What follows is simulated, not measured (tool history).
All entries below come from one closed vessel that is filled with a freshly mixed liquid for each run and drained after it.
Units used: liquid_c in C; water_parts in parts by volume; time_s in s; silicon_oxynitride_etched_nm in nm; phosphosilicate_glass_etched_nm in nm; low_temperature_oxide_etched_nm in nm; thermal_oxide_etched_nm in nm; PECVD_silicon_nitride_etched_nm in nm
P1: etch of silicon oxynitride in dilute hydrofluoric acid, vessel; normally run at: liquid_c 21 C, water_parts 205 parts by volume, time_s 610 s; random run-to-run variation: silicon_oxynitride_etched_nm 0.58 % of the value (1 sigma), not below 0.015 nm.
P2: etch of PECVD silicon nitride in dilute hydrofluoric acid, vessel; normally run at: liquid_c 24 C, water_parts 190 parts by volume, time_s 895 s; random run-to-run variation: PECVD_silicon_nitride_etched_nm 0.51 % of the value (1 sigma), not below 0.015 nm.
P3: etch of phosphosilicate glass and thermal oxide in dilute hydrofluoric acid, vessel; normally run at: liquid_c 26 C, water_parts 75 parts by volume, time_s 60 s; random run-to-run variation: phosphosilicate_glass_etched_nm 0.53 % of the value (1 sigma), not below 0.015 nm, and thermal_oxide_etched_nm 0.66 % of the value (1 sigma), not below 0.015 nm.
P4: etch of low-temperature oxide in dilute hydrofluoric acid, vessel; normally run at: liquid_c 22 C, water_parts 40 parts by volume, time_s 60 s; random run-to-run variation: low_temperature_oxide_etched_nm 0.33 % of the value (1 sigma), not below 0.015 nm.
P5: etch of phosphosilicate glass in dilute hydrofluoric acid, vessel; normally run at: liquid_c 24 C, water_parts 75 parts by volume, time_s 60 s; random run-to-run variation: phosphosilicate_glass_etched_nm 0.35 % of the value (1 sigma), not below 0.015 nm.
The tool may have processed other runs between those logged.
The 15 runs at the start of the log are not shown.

run,hour,process,liquid_c,water_parts,time_s,hours since the thermometer was replaced,hours since the hydrofluoric acid flow meter was replaced,silicon_oxynitride_etched_nm,phosphosilicate_glass_etched_nm,low_temperature_oxide_etched_nm,thermal_oxide_etched_nm,PECVD_silicon_nitride_etched_nm
16,204.4,P5,24,75,30,2008.2,1613.5,,23.903,,,
17,218.8,P1,21,40,610,2022.6,1627.9,39.305,,,,
18,231.7,P4,22,40,60,2035.5,1640.8,,,39.346,,
19,241,P1,27,205,610,2044.8,1650.1,8.9572,,,,
20,249.8,P2,24,350,895,2053.6,1658.9,,,,,6.6375
21,265.2,P1,25,205,1115,2069,1674.3,15.027,,,,
22,280.5,P3,33.5,75,60,2084.3,1689.6,,80.125,,5.6582,
23,288.4,P5,31,75,60,2092.2,1697.5,,63.515,,,
24,299.2,P3,26,75,60,2103,1708.3,,60.41,,4.2369,
25,311.8,P1,21,75,50,2115.6,1720.9,1.698,,,,
26,323,P1,21,205,610,2126.8,1732.1,6.8175,,,,
27,340.1,P1,21,205,270,2143.9,1749.2,3.0542,,,,
28,352.4,P1,21,205,895,2156.2,1761.5,10.041,,,,
29,364.4,P2,24,190,895,2168.2,1773.5,,,,,11.885
30,380.7,P4,28.5,40,60,2184.5,1789.8,,,51.486,,
31,391,P4,22,75,60,2194.8,1800.1,,,20.192,,
32,407.2,P1,21,205,610,2211,1816.3,6.8986,,,,
33,416,P1,21,205,610,2219.8,1825.1,6.8364,,,,
34,432.6,P1,21,205,610,2236.4,1841.7,6.8377,,,,
35,446.8,P1,21,205,610,2250.6,1855.9,7.0354,,,,
36,462.4,P1,21,205,610,2266.2,1871.5,7.2806,,,,
37,478.4,P1,21,205,610,2282.2,1887.5,7.2706,,,,
38,491.1,P1,21,205,610,2294.9,1900.2,7.4115,,,,

Run 39 is up next; what results do you expect?
39,501.1,P1,21,205,610,2304.9,1910.2,?,,,,

Run 39 measured silicon_oxynitride_etched_nm 7.4432 nm.
